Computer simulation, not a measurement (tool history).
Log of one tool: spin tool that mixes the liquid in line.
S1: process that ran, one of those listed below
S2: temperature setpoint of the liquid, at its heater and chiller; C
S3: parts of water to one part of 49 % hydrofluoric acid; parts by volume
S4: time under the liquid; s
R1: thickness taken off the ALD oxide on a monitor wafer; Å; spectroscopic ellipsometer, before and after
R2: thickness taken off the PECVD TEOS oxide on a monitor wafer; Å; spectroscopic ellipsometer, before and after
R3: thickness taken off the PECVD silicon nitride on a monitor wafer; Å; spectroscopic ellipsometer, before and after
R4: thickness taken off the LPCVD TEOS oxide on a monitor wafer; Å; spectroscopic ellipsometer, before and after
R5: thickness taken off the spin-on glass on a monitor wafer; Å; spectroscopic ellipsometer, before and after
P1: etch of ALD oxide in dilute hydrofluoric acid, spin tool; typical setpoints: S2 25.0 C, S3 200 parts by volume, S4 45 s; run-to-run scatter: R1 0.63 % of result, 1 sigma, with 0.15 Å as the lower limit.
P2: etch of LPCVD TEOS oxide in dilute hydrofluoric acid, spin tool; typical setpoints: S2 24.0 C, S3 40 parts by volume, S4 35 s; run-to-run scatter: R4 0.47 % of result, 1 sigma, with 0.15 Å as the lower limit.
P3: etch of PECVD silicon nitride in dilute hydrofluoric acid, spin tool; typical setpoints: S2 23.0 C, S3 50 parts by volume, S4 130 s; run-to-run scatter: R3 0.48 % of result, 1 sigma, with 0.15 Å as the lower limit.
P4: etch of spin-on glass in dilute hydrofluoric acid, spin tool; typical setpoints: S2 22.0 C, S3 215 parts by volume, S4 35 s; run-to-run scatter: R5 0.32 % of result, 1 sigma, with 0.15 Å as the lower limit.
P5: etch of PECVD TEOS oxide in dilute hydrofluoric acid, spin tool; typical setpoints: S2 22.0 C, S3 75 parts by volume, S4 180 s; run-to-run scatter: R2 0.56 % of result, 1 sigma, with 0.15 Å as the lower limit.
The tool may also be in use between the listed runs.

run     day  S1    S2   S3   S4       R1      R2      R3      R4      R5
  1   0.488  P1  25.0  200   45   43.904
  2   0.988  P1  25.0  200   45   43.595
  3   1.421  P5  29.0   75  180           394.05
  4   1.992  P3  23.0   50  130                   99.463
  5   2.650  P1  32.5  200   45   57.287
  6   3.008  P2  24.0   70   35                           184.00
  7   3.446  P2  32.0   40   35                           464.20
  8   3.800  P3  23.0   80  130                   62.964
  9   4.367  P1  25.0  200   15   14.679
 10   4.758  P1  19.5  200   45   35.483
 11   5.129  P5  22.0   75  180           297.15
 12   5.683  P2  24.0   40   35                           334.94
 13   6.038  P5  22.0   35  180           668.21
 14   6.371  P1  25.0  200   45   44.095
 15   6.704  P3  23.0   50   15                   11.660
 16   7.038  P1  25.0   65   45  159.620
 17   7.679  P1  25.0  200   70   68.149
 18   8.121  P5  22.0   75  180           300.21
 19   8.817  P1  25.0  200   45   43.058
 20   9.354  P3  23.0   50  130                   99.535
 21   9.717  P4  22.0  215   35                                   93.399
 22  10.271  P4  22.0  215   20                                   52.957

Forecast run 23:
 23  10.588  P5  22.0  75  65       ?

Run 23 gave R2 107.64 Å.

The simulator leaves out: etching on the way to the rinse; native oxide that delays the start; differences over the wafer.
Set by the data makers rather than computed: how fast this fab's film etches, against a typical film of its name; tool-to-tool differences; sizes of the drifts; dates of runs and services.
